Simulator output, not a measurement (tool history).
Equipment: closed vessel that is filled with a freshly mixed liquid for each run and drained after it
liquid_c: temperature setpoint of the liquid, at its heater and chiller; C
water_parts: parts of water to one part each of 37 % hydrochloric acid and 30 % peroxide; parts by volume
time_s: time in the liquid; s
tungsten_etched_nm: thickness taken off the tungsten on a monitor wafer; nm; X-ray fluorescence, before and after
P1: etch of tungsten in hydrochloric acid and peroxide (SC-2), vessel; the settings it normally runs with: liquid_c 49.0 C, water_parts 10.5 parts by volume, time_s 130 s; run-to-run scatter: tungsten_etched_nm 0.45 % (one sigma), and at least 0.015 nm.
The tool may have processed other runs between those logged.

| run | day | liquid_c | water_parts | time_s | tungsten_etched_nm |
|---|---|---|---|---|---|
| 1 | 0.379 | 49.0 | 10.5 | 130 | 30.8220 |
| 2 | 0.883 | 49.0 | 10.5 | 130 | 30.6100 |
| 3 | 1.421 | 49.0 | 17.5 | 130 | 19.7750 |
| 4 | 1.742 | 40.5 | 10.5 | 130 | 17.0590 |
| 5 | 2.058 | 60.5 | 10.5 | 75 | 37.3540 |
| 6 | 2.333 | 49.0 | 10.5 | 30 | 7.0815 |
| 7 | 2.788 | 49.0 | 10.5 | 130 | 30.6820 |
| 8 | 3.208 | 49.0 | 4.0 | 130 | 64.0520 |
| 9 | 3.550 | 64.0 | 10.5 | 130 | 80.6590 |
| 10 | 3.954 | 49.0 | 10.5 | 240 | 56.3610 |
| 11 | 4.367 | 49.0 | 10.5 | 130 | 30.3830 |
| 12 | 4.896 | 49.0 | 10.5 | 130 | 30.9310 |
| 13 | 5.433 | 49.0 | 10.5 | 130 | 30.5680 |
| 14 | 5.796 | 49.0 | 10.5 | 130 | 31.3330 |
| 15 | 6.129 | 49.0 | 10.5 | 130 | 32.2520 |
| 16 | 6.642 | 49.0 | 10.5 | 130 | 32.5100 |
| 17 | 7.162 | 49.0 | 10.5 | 130 | 32.6800 |
| 18 | 7.467 | 49.0 | 10.5 | 130 | 32.7090 |
| 19 | 7.879 | 49.0 | 10.5 | 130 | 33.2650 |
| 20 | 8.225 | 49.0 | 10.5 | 130 | 33.1870 |
| 21 | 8.554 | 49.0 | 10.5 | 130 | 33.2780 |
| 22 | 8.888 | 49.0 | 10.5 | 130 | 33.1360 |
| 23 | 9.400 | 49.0 | 10.5 | 130 | 33.1890 |

Predict the results of run 24:
| 24 | 9.708 | 49.0 | 10.5 | 130 | ? |

For run 24 the tool returned tungsten_etched_nm 33.2840 nm.
